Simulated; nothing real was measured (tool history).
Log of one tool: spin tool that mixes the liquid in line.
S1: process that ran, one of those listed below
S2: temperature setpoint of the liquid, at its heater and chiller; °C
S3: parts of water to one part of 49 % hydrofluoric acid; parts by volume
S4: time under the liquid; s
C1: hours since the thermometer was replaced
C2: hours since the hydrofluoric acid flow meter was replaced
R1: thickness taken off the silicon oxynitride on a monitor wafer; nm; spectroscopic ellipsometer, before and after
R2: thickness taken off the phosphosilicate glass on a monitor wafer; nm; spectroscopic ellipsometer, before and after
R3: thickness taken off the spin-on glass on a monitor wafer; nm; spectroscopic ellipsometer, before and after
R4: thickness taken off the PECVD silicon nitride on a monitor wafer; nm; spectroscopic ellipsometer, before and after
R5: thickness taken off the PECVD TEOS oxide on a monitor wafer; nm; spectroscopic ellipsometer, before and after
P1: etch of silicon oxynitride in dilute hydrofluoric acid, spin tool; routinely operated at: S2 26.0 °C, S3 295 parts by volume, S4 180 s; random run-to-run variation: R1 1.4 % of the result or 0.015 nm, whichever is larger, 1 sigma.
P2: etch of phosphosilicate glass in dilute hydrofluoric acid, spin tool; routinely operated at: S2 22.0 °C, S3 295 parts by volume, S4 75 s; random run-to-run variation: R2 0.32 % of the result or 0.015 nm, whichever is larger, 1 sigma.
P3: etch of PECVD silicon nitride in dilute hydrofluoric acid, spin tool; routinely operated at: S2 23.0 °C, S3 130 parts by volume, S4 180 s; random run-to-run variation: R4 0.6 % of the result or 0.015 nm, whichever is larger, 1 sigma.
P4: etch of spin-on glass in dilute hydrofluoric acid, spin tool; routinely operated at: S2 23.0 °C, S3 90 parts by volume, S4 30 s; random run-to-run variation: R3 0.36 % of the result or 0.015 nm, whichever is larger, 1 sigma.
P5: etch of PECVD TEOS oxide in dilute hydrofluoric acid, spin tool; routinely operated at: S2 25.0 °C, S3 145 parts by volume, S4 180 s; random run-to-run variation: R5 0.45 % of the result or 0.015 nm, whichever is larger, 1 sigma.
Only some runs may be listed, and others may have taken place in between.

{"run": 1, "hour": 3.6, "S1": "P1", "S2": 26.0, "S3": 295, "S4": 180, "C1": 525.2, "C2": 701.2, "R1": 1.6684}
{"run": 2, "hour": 6.5, "S1": "P1", "S2": 26.0, "S3": 295, "S4": 180, "C1": 528.1, "C2": 704.1, "R1": 1.5911}
{"run": 3, "hour": 10.4, "S1": "P1", "S2": 26.0, "S3": 295, "S4": 180, "C1": 532.0, "C2": 708.0, "R1": 1.5975}
{"run": 4, "hour": 16.6, "S1": "P1", "S2": 26.0, "S3": 45, "S4": 180, "C1": 538.2, "C2": 714.2, "R1": 12.935}
{"run": 5, "hour": 22.8, "S1": "P2", "S2": 22.0, "S3": 295, "S4": 75, "C1": 544.4, "C2": 720.4, "R2": 16.414}
{"run": 6, "hour": 26.0, "S1": "P4", "S2": 23.0, "S3": 25, "S4": 30, "C1": 547.6, "C2": 723.6, "R3": 47.52}
{"run": 7, "hour": 30.4, "S1": "P3", "S2": 23.0, "S3": 130, "S4": 180, "C1": 552.0, "C2": 728.0, "R4": 4.702}
{"run": 8, "hour": 33.7, "S1": "P1", "S2": 26.0, "S3": 295, "S4": 70, "C1": 555.3, "C2": 731.3, "R1": 0.62978}
{"run": 9, "hour": 36.8, "S1": "P3", "S2": 23.0, "S3": 130, "S4": 15, "C1": 558.4, "C2": 734.4, "R4": 0.39212}
{"run": 10, "hour": 40.7, "S1": "P4", "S2": 29.5, "S3": 90, "S4": 30, "C1": 562.3, "C2": 738.3, "R3": 15.735}
{"run": 11, "hour": 45.0, "S1": "P2", "S2": 22.0, "S3": 170, "S4": 75, "C1": 566.6, "C2": 742.6, "R2": 32.29}
{"run": 12, "hour": 51.3, "S1": "P5", "S2": 25.0, "S3": 145, "S4": 180, "C1": 572.9, "C2": 748.9, "R5": 11.715}
{"hour": 53.9, "done": "hydrofluoric acid flow meter replaced"}
{"run": 13, "hour": 54.9, "S1": "P1", "S2": 26.0, "S3": 295, "S4": 180, "C1": 576.5, "C2": 1.0, "R1": 1.6477}
{"run": 14, "hour": 61.7, "S1": "P1", "S2": 26.0, "S3": 295, "S4": 330, "C1": 583.3, "C2": 7.8, "R1": 2.973}
{"run": 15, "hour": 65.4, "S1": "P1", "S2": 21.0, "S3": 295, "S4": 180, "C1": 587.0, "C2": 11.5, "R1": 1.3114}
{"run": 16, "hour": 68.8, "S1": "P1", "S2": 26.0, "S3": 295, "S4": 180, "C1": 590.4, "C2": 14.9, "R1": 1.6595}
{"run": 17, "hour": 74.1, "S1": "P2", "S2": 22.0, "S3": 295, "S4": 75, "C1": 595.7, "C2": 20.2, "R2": 16.365}
{"run": 18, "hour": 78.5, "S1": "P5", "S2": 25.0, "S3": 45, "S4": 180, "C1": 600.1, "C2": 24.6, "R5": 42.833}
{"run": 19, "hour": 82.6, "S1": "P5", "S2": 33.0, "S3": 145, "S4": 180, "C1": 604.2, "C2": 28.7, "R5": 15.864}
{"run": 20, "hour": 87.8, "S1": "P1", "S2": 32.5, "S3": 295, "S4": 265, "C1": 609.4, "C2": 33.9, "R1": 3.1903}
{"run": 21, "hour": 92.7, "S1": "P3", "S2": 23.0, "S3": 220, "S4": 180, "C1": 614.3, "C2": 38.8, "R4": 2.7865}
{"run": 22, "hour": 99.1, "S1": "P3", "S2": 30.0, "S3": 130, "S4": 180, "C1": 620.7, "C2": 45.2, "R4": 7.2655}
{"run": 23, "hour": 103.2, "S1": "P5", "S2": 25.0, "S3": 145, "S4": 360, "C1": 624.8, "C2": 49.3, "R5": 23.488}

Run 24, settings as shown, results not yet in. Your forecast:
{"run": 24, "hour": 108.4, "S1": "P5", "S2": 25.0, "S3": 145, "S4": 180, "C1": 630.0, "C2": 54.5, "R5": "?"}

{"run 24": {"R5": 11.696}}

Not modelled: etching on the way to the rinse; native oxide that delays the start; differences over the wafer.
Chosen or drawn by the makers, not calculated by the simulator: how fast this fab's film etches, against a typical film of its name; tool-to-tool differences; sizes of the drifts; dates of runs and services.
